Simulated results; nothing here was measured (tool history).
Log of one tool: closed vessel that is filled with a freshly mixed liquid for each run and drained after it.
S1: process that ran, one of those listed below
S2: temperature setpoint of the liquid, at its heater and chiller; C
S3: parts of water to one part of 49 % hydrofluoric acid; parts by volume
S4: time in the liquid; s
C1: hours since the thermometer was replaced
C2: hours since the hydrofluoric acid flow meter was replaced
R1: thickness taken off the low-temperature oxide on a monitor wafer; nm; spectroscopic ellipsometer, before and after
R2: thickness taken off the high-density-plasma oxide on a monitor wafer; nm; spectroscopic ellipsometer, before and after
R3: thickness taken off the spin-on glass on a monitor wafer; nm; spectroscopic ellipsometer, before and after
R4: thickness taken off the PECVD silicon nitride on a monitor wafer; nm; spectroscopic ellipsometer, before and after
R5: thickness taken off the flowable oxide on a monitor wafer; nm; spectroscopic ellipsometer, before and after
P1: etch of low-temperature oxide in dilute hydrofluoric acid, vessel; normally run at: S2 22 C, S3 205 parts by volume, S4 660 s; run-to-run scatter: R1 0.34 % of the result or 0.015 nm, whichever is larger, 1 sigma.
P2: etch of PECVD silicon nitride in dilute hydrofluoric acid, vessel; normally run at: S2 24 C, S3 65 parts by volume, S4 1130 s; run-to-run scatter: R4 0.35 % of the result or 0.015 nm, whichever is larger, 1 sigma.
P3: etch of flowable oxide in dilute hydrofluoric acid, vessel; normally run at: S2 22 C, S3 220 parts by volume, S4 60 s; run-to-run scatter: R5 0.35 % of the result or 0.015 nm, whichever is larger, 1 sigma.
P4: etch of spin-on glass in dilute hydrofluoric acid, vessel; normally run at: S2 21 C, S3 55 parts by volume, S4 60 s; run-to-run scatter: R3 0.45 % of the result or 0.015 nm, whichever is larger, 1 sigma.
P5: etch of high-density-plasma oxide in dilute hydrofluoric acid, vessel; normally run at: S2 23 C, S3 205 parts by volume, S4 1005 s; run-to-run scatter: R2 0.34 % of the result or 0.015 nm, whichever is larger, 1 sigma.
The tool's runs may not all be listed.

run   hour  S1    S2   S3    S4     C1     C2      R1      R2      R3      R4      R5
  1   13.2  P1    22  205   660  925.7  272.8    31.9
  2   28.1  P5    23  205  1915  940.6  287.7          70.019
  3   45.9  P1  25.5   90   660  958.4  305.5  94.272
      56.3  -- thermometer replaced
  4   57.7  P1    17   90   660    1.4  317.3  66.718
  5   68.5  P4    21  100    60   12.2  328.1                  21.446
  6     85  P4  27.5   55    60   28.7  344.6                  53.419
  7    100  P1    22  205   660   43.7  359.6  32.046
  8  115.6  P1    22  205  1215   59.3  375.2  58.158
  9  124.7  P1    17  205   660   68.4  384.3  26.337
 10  134.7  P5    23  205  1005   78.4  394.3          36.773
 11  145.1  P2    24   65    70   88.8  404.7                          1.7966
 12  155.5  P2    24   65  1130   99.2  415.1                          28.951
 13  169.8  P2    24   65  1130  113.5  429.4                          28.959
 14  178.8  P1    22  205   660  122.5  438.4  31.641
 15  194.5  P4    21   55   110  138.2  454.1                  75.143
 16  203.7  P1    22  205   660  147.4  463.3  31.745
 17    215  P3    22   75    60  158.7  474.6                                  30.636
 18  228.3  P1  25.5  205   660    172  487.9  36.203
 19  240.4  P2    17   65  1130  184.1    500                          17.873
 20  248.9  P1    22  205   660  192.6  508.5  31.811
 21  257.5  P4    21   55    60  201.2  517.1                  40.888
 22  272.5  P3    22  220   110  216.2  532.1                                  16.435
 23  288.9  P5    23  360  1005  232.6  548.5          17.997
 24    302  P1    22  205   660  245.7  561.6  31.896
 25  312.7  P2    24  115  1130  256.4  572.3                          16.481
 26  328.1  P3    22  220    60  271.8  587.7                                   8.925
 27  345.2  P3    30  220    60  288.9  604.8                                  11.916
 28  361.4  P5    17  205  1005  305.1    621          29.337
 29  375.8  P1    22   85   660  319.5  635.4  86.806
 30  393.3  P1    22  205   330    337  652.9  15.881
 31  409.3  P1    22  360   660    353  668.9   15.64
 32  417.4  P1    22  205   660  361.1    677  31.928
 33    430  P1    22  205   660  373.7  689.6  31.162
 34  438.5  P1    22  205   660  382.2  698.1  31.025
 35    448  P1    22  205   660  391.7  707.6  30.745
 36  459.8  P1    22  205   660  403.5  719.4  30.544
 37  470.5  P1    22  205   660  414.2  730.1  30.486
 38  479.4  P1    22  205   660  423.1    739  30.428
 39  488.5  P1    22  205   660  432.2  748.1  30.291

Forecast run 40:
 40  503.1  P1  22  205  660  446.8  762.7   ?

{"run 40": {"R1": 30.245}}
